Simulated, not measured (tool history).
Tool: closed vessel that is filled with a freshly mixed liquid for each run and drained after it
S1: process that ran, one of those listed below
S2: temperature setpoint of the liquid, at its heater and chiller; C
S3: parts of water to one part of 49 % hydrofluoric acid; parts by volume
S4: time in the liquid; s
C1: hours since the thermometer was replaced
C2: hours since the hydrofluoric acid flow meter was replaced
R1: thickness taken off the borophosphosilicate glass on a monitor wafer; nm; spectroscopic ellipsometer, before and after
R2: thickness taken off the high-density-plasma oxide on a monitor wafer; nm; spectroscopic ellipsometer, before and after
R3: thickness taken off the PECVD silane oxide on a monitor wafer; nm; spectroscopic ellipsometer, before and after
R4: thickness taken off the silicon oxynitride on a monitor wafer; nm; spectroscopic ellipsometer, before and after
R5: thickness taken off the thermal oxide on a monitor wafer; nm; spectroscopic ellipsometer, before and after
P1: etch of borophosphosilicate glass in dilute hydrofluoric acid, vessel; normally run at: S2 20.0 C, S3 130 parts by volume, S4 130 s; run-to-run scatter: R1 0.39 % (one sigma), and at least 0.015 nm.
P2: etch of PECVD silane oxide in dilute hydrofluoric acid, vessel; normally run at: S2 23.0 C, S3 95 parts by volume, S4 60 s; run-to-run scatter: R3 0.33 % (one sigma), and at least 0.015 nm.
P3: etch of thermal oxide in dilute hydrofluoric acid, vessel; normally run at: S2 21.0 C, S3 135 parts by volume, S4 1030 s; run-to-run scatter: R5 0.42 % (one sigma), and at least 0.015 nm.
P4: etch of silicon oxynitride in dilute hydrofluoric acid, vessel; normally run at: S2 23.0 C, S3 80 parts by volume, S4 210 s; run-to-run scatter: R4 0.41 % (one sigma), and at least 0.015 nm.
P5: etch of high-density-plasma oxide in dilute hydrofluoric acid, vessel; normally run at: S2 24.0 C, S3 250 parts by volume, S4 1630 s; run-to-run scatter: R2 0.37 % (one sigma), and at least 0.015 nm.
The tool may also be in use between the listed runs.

run,day,S1,S2,S3,S4,C1,C2,R1,R2,R3,R4,R5
1,0.408,P1,20.0,130,130,979.0,282.4,41.7510,,,,
2,0.842,P5,24.0,435,1630,989.4,292.8,,15.696,,,
3,1.050,P1,20.0,130,130,994.4,297.8,41.7010,,,,
4,1.279,P2,23.0,95,115,999.9,303.3,,,58.048,,
5,1.688,P5,24.0,250,3270,1009.7,313.1,,64.638,,,
6,2.058,P1,20.0,130,130,1018.6,322.0,41.9080,,,,
7,2.367,P2,23.0,25,60,1026.0,329.4,,,125.940,,
8,2.700,P1,20.0,130,130,1034.0,337.4,41.8770,,,,
9,2.992,P1,20.0,45,130,1041.0,344.4,133.3000,,,,
# day 3.112: hydrofluoric acid flow meter replaced
10,3.283,P4,23.0,20,210,1048.0,4.1,,,,49.5870,
11,3.529,P1,20.0,225,130,1053.9,10.0,21.9630,,,,
12,3.908,P2,23.0,95,60,1063.0,19.1,,,30.341,,
13,4.350,P1,28.0,130,130,1073.6,29.7,56.5710,,,,
14,4.817,P4,23.0,80,210,1084.8,40.9,,,,11.8770,
15,5.183,P1,20.0,130,30,1093.6,49.7,9.6935,,,,
16,5.504,P1,20.0,130,130,1101.3,57.4,41.9010,,,,
17,5.775,P3,21.0,135,1030,1107.8,63.9,,,,,29.857
18,6.096,P2,23.0,95,60,1115.5,71.6,,,30.492,,
19,6.408,P1,17.0,130,130,1123.0,79.1,37.0750,,,,
20,6.733,P5,17.0,250,1630,1130.8,86.9,,25.059,,,
21,7.171,P3,21.0,215,1030,1141.3,97.4,,,,,17.393
22,7.592,P1,20.0,130,220,1151.4,107.5,70.8680,,,,
23,7.896,P5,24.0,250,1630,1158.7,114.8,,32.557,,,
24,8.350,P2,17.0,95,60,1169.6,125.7,,,23.602,,
25,8.671,P3,21.0,135,2020,1177.3,133.4,,,,,58.566
26,9.088,P4,17.0,80,210,1187.3,143.4,,,,8.7578,
27,9.400,P1,23.5,130,240,1194.8,150.9,88.7380,,,,
28,9.700,P3,29.5,135,1030,1202.0,158.1,,,,,41.174
29,9.967,P3,21.0,135,1030,1208.4,164.5,,,,,29.756
30,10.383,P1,20.0,130,130,1218.4,174.5,41.7030,,,,
31,10.804,P4,23.0,80,85,1228.5,184.6,,,,4.7931,
32,11.204,P1,20.0,130,130,1238.1,194.2,41.5540,,,,
33,11.588,P1,20.0,130,130,1247.3,203.4,43.1250,,,,
34,11.900,P1,20.0,130,130,1254.8,210.9,44.0020,,,,
35,12.279,P1,20.0,130,130,1263.9,220.0,44.3840,,,,
36,12.583,P1,20.0,130,130,1271.2,227.3,44.6180,,,,
37,12.967,P1,20.0,130,130,1280.4,236.5,44.7320,,,,
38,13.404,P1,20.0,130,130,1290.9,247.0,45.1000,,,,
39,13.662,P1,20.0,130,130,1297.1,253.2,44.9880,,,,
40,14.008,P1,20.0,130,130,1305.4,261.5,45.1280,,,,
41,14.312,P1,20.0,130,130,1312.7,268.8,45.1760,,,,

What P1 gives has crept away from where it was. These 2 causes fit the log equally well, each at the size given:
A: hydrofluoric acid flow above the setpoint (%) = 6.8
B: liquid hotter than its thermometer reads (K) = 1.87
The creep began at about day 11.204.

4 check runs are offered, one wafer each, their results left as question marks. Which one tells the causes apart?
check 1,14.617,P4,17.5,20,210,,,,,,?,
check 2,14.617,P5,17.0,250,3170,,,,?,,,
check 3,14.617,P3,29.0,135,1030,,,,,,,?
check 4,14.617,P2,17.0,95,110,,,,,?,,

What each check would give under each cause:
check,result,if A,if B
check 1,R4,39.7500,41.0190
check 2,R2,52.520,52.107
check 3,R5,43.781,43.386
check 4,R3,46.664,46.959
How far apart the two closest causes lie, in the result that separates them most: check 1 3.14 %; check 2 0.79 %; check 3 0.91 %; check 4 0.63 %
Check 1 tells the causes apart: in the others they would give nearly the same result.

Check 1 was then run and gave: R4 40.8140 nm. Which cause is it?

It is B: liquid hotter than its thermometer reads (K).
